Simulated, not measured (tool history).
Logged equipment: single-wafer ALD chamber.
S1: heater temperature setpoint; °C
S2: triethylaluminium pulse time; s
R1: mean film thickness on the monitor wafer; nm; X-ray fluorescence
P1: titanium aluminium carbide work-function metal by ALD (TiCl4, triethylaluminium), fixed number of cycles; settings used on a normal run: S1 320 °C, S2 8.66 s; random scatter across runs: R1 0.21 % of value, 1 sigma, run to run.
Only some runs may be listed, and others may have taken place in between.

run	hour	S1	S2	R1
1	5.6	320	8.66	2.0752
2	11	333	8.66	2.1913
3	14.9	344	11.24	2.3487
4	18.6	320	8.66	2.0798
5	21.5	320	14.4	2.1704
6	27.8	320	3.93	1.6329
7	33.3	320	8.66	2.0866
8	37.1	320	8.66	2.0778
9	40.3	320	8.66	2.08
10	46.4	295	8.66	1.874
11	49.8	320	8.66	2.0736
12	54.7	320	8.66	2.0676

The next listed run, before its measurement:
13	58.7	320	8.66	?

Run 13 gave R1 2.0576 nm.
